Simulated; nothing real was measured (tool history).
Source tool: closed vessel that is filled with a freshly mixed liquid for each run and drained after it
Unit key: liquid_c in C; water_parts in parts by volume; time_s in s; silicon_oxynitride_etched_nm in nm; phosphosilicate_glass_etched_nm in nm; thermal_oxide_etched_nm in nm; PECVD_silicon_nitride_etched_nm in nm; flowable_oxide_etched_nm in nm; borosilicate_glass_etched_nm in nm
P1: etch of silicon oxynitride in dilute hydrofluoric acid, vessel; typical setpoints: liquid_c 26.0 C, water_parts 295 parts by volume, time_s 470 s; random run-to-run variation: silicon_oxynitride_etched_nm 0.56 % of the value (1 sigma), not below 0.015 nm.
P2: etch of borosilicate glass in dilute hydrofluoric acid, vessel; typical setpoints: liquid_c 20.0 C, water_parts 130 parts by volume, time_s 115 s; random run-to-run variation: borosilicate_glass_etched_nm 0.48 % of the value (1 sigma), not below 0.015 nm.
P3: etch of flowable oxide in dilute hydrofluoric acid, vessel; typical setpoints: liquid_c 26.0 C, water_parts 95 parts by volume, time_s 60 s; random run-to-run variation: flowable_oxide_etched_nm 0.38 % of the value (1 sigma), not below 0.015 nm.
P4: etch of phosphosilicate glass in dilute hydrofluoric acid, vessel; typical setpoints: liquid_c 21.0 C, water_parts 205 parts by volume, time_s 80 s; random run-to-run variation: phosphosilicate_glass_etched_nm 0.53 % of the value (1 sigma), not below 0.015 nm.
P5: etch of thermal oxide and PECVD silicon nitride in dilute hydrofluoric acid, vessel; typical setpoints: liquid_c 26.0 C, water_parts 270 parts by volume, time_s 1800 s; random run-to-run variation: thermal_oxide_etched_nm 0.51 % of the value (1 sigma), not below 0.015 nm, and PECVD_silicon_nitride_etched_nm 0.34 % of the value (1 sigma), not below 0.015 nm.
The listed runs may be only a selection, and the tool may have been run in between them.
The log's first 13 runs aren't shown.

run	hour	process	liquid_c	water_parts	time_s	hours since the thermometer was replaced	hours since the hydrofluoric acid flow meter was replaced	silicon_oxynitride_etched_nm	phosphosilicate_glass_etched_nm	thermal_oxide_etched_nm	PECVD_silicon_nitride_etched_nm	flowable_oxide_etched_nm	borosilicate_glass_etched_nm
14	175.1	P5	26.0	270	1800	975.5	723.7			28.202	27.816		
15	187.9	P1	26.0	295	470	988.3	736.5	5.8245					
16	200.0	P1	26.0	295	470	1000.4	748.6	5.7848					
17	210.5	P4	21.0	205	145	1010.9	759.1		33.869				
18	227.3	P1	26.0	295	470	1027.7	775.9	5.7760					
19	241.0	P1	32.5	295	470	1041.4	789.6	7.4470					
20	254.9	P1	26.0	295	730	1055.3	803.5	8.9791					
21	266.6	P2	20.0	130	115	1067.0	815.2						27.382
22	279.6	P2	20.0	175	115	1080.0	828.2						19.399
23	289.0	P4	17.0	205	80	1089.4	837.6		15.949				
24	298.3	P1	26.0	540	470	1098.7	846.9	2.6358					
25	315.5	P3	26.0	95	60	1115.9	864.1					18.409	
26	328.8	P5	26.0	270	2865	1129.2	877.4			44.661	44.457		
27	343.7	P1	26.0	295	175	1144.1	892.3	2.1520					

The next listed run, before its measurement:
28	360.8	P3	26.0	30	60	1161.2	909.4					?	

Run 28 gave flowable_oxide_etched_nm 63.904 nm.
